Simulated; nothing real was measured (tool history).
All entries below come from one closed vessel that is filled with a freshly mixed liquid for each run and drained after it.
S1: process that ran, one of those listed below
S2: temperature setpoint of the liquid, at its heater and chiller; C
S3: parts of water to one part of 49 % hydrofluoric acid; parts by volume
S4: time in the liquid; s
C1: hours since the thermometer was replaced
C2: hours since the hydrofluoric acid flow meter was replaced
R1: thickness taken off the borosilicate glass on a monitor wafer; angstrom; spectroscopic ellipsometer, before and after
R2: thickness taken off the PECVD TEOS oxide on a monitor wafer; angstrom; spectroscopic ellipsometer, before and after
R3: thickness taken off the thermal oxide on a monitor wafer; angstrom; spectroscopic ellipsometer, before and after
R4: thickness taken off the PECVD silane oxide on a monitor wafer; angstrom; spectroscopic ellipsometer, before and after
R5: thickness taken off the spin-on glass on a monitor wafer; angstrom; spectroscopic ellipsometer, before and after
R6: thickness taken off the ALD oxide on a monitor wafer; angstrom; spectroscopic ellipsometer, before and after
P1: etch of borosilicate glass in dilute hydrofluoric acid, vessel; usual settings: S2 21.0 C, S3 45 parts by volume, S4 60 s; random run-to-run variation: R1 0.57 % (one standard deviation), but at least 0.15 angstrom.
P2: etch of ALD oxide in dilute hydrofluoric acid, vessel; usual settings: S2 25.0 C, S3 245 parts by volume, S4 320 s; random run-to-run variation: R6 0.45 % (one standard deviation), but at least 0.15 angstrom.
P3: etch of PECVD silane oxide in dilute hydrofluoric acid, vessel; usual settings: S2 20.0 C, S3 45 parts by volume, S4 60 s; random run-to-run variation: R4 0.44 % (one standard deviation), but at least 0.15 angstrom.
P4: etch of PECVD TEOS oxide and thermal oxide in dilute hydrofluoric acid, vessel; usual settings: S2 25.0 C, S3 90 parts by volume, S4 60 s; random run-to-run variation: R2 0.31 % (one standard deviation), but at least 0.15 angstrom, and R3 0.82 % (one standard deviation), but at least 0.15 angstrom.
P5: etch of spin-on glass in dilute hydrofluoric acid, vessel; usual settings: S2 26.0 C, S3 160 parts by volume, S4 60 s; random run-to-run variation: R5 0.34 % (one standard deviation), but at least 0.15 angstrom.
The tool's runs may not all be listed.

run	hour	S1	S2	S3	S4	C1	C2	R1	R2	R3	R4	R5	R6
1	7.1	P1	21.0	45	60	635.3	375.6	702.96					
2	12.5	P1	21.0	45	90	640.7	381.0	1046.20					
3	17.1	P1	21.0	45	60	645.3	385.6	704.93					
4	22.1	P1	21.0	45	60	650.3	390.6	697.56					
5	31.7	P4	25.0	90	30	659.9	400.2		95.081	16.436			
6	36.3	P1	29.5	45	60	664.5	404.8	988.11					
7	42.2	P3	17.0	45	60	670.4	410.7				543.80		
8	50.1	P1	21.0	45	60	678.3	418.6	705.41					
9	54.4	P5	26.0	160	60	682.6	422.9					264.39	
10	61.2	P2	25.0	245	140	689.4	429.7						75.165
11	68.0	P5	26.0	35	60	696.2	436.5					1407.00	
12	73.7	P3	20.0	45	30	701.9	442.2				309.84		
13	81.9	P3	20.0	45	60	710.1	450.4				620.25		
14	89.1	P1	21.0	75	60	717.3	457.6	404.81					
15	93.3	P1	17.0	45	60	721.5	461.8	585.11					
16	97.9	P4	25.0	90	60	726.1	466.4		190.640	33.248			
17	105.1	P5	31.5	160	60	733.3	473.6					321.82	
18	114.3	P1	21.0	20	60	742.5	482.8	1628.80					
19	119.7	P1	21.0	30	35	747.9	488.2	626.69					
20	124.1	P5	26.0	160	105	752.3	492.6					462.31	
21	133.5	P2	32.5	245	320	761.7	502.0						219.240
22	142.0	P4	25.0	155	60	770.2	510.5		102.040	17.648			
23	150.3	P1	21.0	45	60	778.5	518.8	701.37					
24	155.1	P4	17.0	90	60	783.3	523.6		137.480	23.991			
25	162.9	P2	25.0	425	320	791.1	531.4						82.711
26	168.2	P2	25.0	245	320	796.4	536.7						171.190
27	176.7	P3	20.0	45	60	804.9	545.2				621.65		
28	185.7	P1	21.0	45	30	813.9	554.2	350.99					
29	192.0	P5	26.0	160	60	820.2	560.5					265.37	
30	201.3	P3	20.0	70	60	829.5	569.8				391.96		
31	210.5	P1	21.0	45	60	838.7	579.0	697.60					
32	219.8	P1	21.0	45	60	848.0	588.3	674.07					
33	224.4	P1	21.0	45	60	852.6	592.9	674.52					
34	231.0	P1	21.0	45	60	859.2	599.5	664.18					
35	239.0	P1	21.0	45	60	867.2	607.5	662.20					
36	247.7	P1	21.0	45	60	875.9	616.2	648.62					

The next listed run, before its measurement:
37	252.5	P1	21.0	45	60	880.7	621.0	?					

{"run 37": {"R1": 650.02}}
